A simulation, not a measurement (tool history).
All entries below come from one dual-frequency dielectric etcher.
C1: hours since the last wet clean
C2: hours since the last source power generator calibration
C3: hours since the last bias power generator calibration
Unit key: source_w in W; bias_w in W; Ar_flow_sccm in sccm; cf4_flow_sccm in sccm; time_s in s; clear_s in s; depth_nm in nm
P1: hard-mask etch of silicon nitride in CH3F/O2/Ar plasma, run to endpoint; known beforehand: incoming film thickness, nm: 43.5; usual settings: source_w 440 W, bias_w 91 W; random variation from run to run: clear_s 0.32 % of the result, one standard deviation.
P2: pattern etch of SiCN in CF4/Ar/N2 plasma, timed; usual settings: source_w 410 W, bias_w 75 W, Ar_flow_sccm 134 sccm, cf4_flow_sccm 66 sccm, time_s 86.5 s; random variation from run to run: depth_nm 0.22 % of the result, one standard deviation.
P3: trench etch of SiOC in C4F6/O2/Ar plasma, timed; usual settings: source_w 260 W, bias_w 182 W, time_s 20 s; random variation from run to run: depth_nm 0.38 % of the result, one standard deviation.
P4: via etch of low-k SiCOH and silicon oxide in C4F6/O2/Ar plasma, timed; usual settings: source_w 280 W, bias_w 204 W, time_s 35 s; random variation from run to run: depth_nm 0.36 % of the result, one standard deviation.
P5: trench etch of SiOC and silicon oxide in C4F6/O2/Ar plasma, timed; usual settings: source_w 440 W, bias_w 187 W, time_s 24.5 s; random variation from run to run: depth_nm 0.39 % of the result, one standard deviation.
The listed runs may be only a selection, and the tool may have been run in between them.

{"run": 1, "hour": 7.4, "process": "P1", "source_w": 440, "bias_w": 91, "C1": 61.2, "C2": 2510.4, "C3": 350.9, "clear_s": 56.695}
{"run": 2, "hour": 16.0, "process": "P1", "source_w": 290, "bias_w": 91, "C1": 69.8, "C2": 2519, "C3": 359.5, "clear_s": 66.091}
{"run": 3, "hour": 29.8, "process": "P2", "source_w": 410, "bias_w": 75, "Ar_flow_sccm": 134, "cf4_flow_sccm": 66, "time_s": 86.5, "C1": 83.6, "C2": 2532.8, "C3": 373.3, "depth_nm": 64.24}
{"run": 4, "hour": 40.9, "process": "P4", "source_w": 280, "bias_w": 204, "time_s": 47, "C1": 94.7, "C2": 2543.9, "C3": 384.4, "depth_nm": 100.02}
{"run": 5, "hour": 49.4, "process": "P4", "source_w": 280, "bias_w": 204, "time_s": 35, "C1": 103.2, "C2": 2552.4, "C3": 392.9, "depth_nm": 74.953}
{"run": 6, "hour": 61.8, "process": "P2", "source_w": 500, "bias_w": 75, "Ar_flow_sccm": 134, "cf4_flow_sccm": 66, "time_s": 86.5, "C1": 115.6, "C2": 2564.8, "C3": 405.3, "depth_nm": 76.491}
{"run": 7, "hour": 74.6, "process": "P1", "source_w": 600, "bias_w": 91, "C1": 128.4, "C2": 2577.6, "C3": 418.1, "clear_s": 50.205}
{"run": 8, "hour": 83.5, "process": "P5", "source_w": 330, "bias_w": 187, "time_s": 24.5, "C1": 137.3, "C2": 2586.5, "C3": 427, "depth_nm": 44.928}
{"run": 9, "hour": 97.4, "process": "P3", "source_w": 360, "bias_w": 182, "time_s": 20, "C1": 151.2, "C2": 2600.4, "C3": 440.9, "depth_nm": 40.511}
{"run": 10, "hour": 110.8, "process": "P5", "source_w": 440, "bias_w": 187, "time_s": 24.5, "C1": 164.6, "C2": 2613.8, "C3": 454.3, "depth_nm": 50.301}
{"run": 11, "hour": 122.2, "process": "P1", "source_w": 440, "bias_w": 112, "C1": 176, "C2": 2625.2, "C3": 465.7, "clear_s": 52.487}
{"run": 12, "hour": 135.1, "process": "P2", "source_w": 410, "bias_w": 55, "Ar_flow_sccm": 134, "cf4_flow_sccm": 66, "time_s": 86.5, "C1": 188.9, "C2": 2638.1, "C3": 478.6, "depth_nm": 57.168}
{"run": 13, "hour": 149.4, "process": "P2", "source_w": 410, "bias_w": 75, "Ar_flow_sccm": 134, "cf4_flow_sccm": 93, "time_s": 86.5, "C1": 203.2, "C2": 2652.4, "C3": 492.9, "depth_nm": 67.699}
{"run": 14, "hour": 162.5, "process": "P1", "source_w": 440, "bias_w": 91, "C1": 216.3, "C2": 2665.5, "C3": 506, "clear_s": 56.826}
{"run": 15, "hour": 173.2, "process": "P2", "source_w": 410, "bias_w": 75, "Ar_flow_sccm": 179, "cf4_flow_sccm": 66, "time_s": 86.5, "C1": 227, "C2": 2676.2, "C3": 516.7, "depth_nm": 61.303}
{"run": 16, "hour": 180.1, "process": "P3", "source_w": 260, "bias_w": 182, "time_s": 13, "C1": 233.9, "C2": 2683.1, "C3": 523.6, "depth_nm": 23.281}
{"run": 17, "hour": 188.2, "process": "P1", "source_w": 440, "bias_w": 91, "C1": 242, "C2": 2691.2, "C3": 531.7, "clear_s": 56.999}
{"run": 18, "hour": 196.8, "process": "P1", "source_w": 440, "bias_w": 58, "C1": 250.6, "C2": 2699.8, "C3": 540.3, "clear_s": 65.893}
{"run": 19, "hour": 203.2, "process": "P5", "source_w": 440, "bias_w": 187, "time_s": 15, "C1": 257, "C2": 2706.2, "C3": 546.7, "depth_nm": 30.674}
{"run": 20, "hour": 214.7, "process": "P4", "source_w": 380, "bias_w": 204, "time_s": 35, "C1": 268.5, "C2": 2717.7, "C3": 558.2, "depth_nm": 83.697}
{"run": 21, "hour": 228.4, "process": "P2", "source_w": 410, "bias_w": 75, "Ar_flow_sccm": 134, "cf4_flow_sccm": 66, "time_s": 86.5, "C1": 282.2, "C2": 2731.4, "C3": 571.9, "depth_nm": 64.463}
{"run": 22, "hour": 241.6, "process": "P4", "source_w": 280, "bias_w": 204, "time_s": 35, "C1": 295.4, "C2": 2744.6, "C3": 585.1, "depth_nm": 74.873}
{"run": 23, "hour": 249.0, "process": "P1", "source_w": 440, "bias_w": 91, "C1": 302.8, "C2": 2752, "C3": 592.5, "clear_s": 56.376}
{"run": 24, "hour": 259.9, "process": "P5", "source_w": 440, "bias_w": 187, "time_s": 24.5, "C1": 313.7, "C2": 2762.9, "C3": 603.4, "depth_nm": 50.103}
{"run": 25, "hour": 267.8, "process": "P5", "source_w": 440, "bias_w": 137, "time_s": 24.5, "C1": 321.6, "C2": 2770.8, "C3": 611.3, "depth_nm": 45.7}
{"run": 26, "hour": 275.4, "process": "P2", "source_w": 410, "bias_w": 75, "Ar_flow_sccm": 134, "cf4_flow_sccm": 66, "time_s": 120, "C1": 329.2, "C2": 2778.4, "C3": 618.9, "depth_nm": 89.266}
{"run": 27, "hour": 287.9, "process": "P3", "source_w": 260, "bias_w": 182, "time_s": 20, "C1": 341.7, "C2": 2790.9, "C3": 631.4, "depth_nm": 35.718}
{"run": 28, "hour": 294.8, "process": "P1", "source_w": 550, "bias_w": 65, "C1": 348.6, "C2": 2797.8, "C3": 638.3, "clear_s": 58.317}
{"run": 29, "hour": 301.1, "process": "P3", "source_w": 260, "bias_w": 107, "time_s": 20, "C1": 354.9, "C2": 2804.1, "C3": 644.6, "depth_nm": 30.29}
{"run": 30, "hour": 312.5, "process": "P3", "source_w": 260, "bias_w": 182, "time_s": 20, "C1": 366.3, "C2": 2815.5, "C3": 656, "depth_nm": 35.398}
{"run": 31, "hour": 326.0, "process": "P1", "source_w": 580, "bias_w": 128, "C1": 379.8, "C2": 2829, "C3": 669.5, "clear_s": 45.276}
{"run": 32, "hour": 334.7, "process": "P4", "source_w": 280, "bias_w": 167, "time_s": 35, "C1": 388.5, "C2": 2837.7, "C3": 678.2, "depth_nm": 70.318}
{"run": 33, "hour": 345.9, "process": "P1", "source_w": 440, "bias_w": 91, "C1": 399.7, "C2": 2848.9, "C3": 689.4, "clear_s": 56.568}
{"run": 34, "hour": 358.0, "process": "P1", "source_w": 440, "bias_w": 91, "C1": 411.8, "C2": 2861, "C3": 701.5, "clear_s": 56.806}
{"run": 35, "hour": 369.4, "process": "P1", "source_w": 440, "bias_w": 91, "C1": 423.2, "C2": 2872.4, "C3": 712.9, "clear_s": 57.613}
{"run": 36, "hour": 382.7, "process": "P1", "source_w": 440, "bias_w": 91, "C1": 436.5, "C2": 2885.7, "C3": 726.2, "clear_s": 57.262}
{"run": 37, "hour": 393.6, "process": "P1", "source_w": 440, "bias_w": 91, "C1": 447.4, "C2": 2896.6, "C3": 737.1, "clear_s": 57.607}
{"hour": 398.8, "done": "wet clean of the chamber"}
{"run": 38, "hour": 402.6, "process": "P1", "source_w": 440, "bias_w": 91, "C1": 3.9, "C2": 2905.6, "C3": 746.1, "clear_s": 57.778}
{"run": 39, "hour": 409.1, "process": "P1", "source_w": 440, "bias_w": 91, "C1": 10.4, "C2": 2912.1, "C3": 752.6, "clear_s": 57.308}
{"run": 40, "hour": 417.8, "process": "P1", "source_w": 440, "bias_w": 91, "C1": 19.1, "C2": 2920.8, "C3": 761.3, "clear_s": 57.403}

The output of P1 has drifted from where it used to be. Each of the 2 causes below, taken at the size shown beside it, accounts for the log equally well:
A: source power that arrives under what is set, % = 4.16
B: bias power that arrives under what is set, % = 4.37
The onset of the drift is placed at about hour 358.
Each remaining cause and why it is not a fit:
chamber walls in a state that lowers the etch rate, %: work on it at hour 398.8, done after the drift set in, did not restore what the process gave before

Question marks stand in for the results of the 4 check runs listed below, each run on one wafer. Under which run would the listed causes show clearly different results?
{"run": "check 1", "hour": 426.5, "process": "P2", "source_w": 410, "bias_w": 75, "Ar_flow_sccm": 134, "cf4_flow_sccm": 90, "time_s": 86.5, "depth_nm": "?"}
{"run": "check 2", "hour": 426.5, "process": "P4", "source_w": 370, "bias_w": 168, "time_s": 35, "depth_nm": "?"}
{"run": "check 3", "hour": 426.5, "process": "P5", "source_w": 440, "bias_w": 150, "time_s": 24.5, "depth_nm": "?"}
{"run": "check 4", "hour": 426.5, "process": "P3", "source_w": 260, "bias_w": 110, "time_s": 14.5, "depth_nm": "?"}

What each check would give under each cause:
check=check_1 result=depth_nm if_A=64.894 if_B=66.301
check=check_2 result=depth_nm if_A=76.845 if_B=77.051
check=check_3 result=depth_nm if_A=46.052 if_B=46.207
check=check_4 result=depth_nm if_A=21.79 if_B=21.875
Minimum pairwise separation of causes per check, each pair taken at its best-separating result: check 1 2.15 %; check 2 0.27 %; check 3 0.34 %; check 4 0.39 %
Of the check runs offered, only check 1 discriminates between the causes; the rest would read about the same regardless of which cause applies.

With check 1 done, the readings were: depth_nm 64.782 nm. Identify which of the listed causes applies.

It is A: source power that arrives under what is set, %.
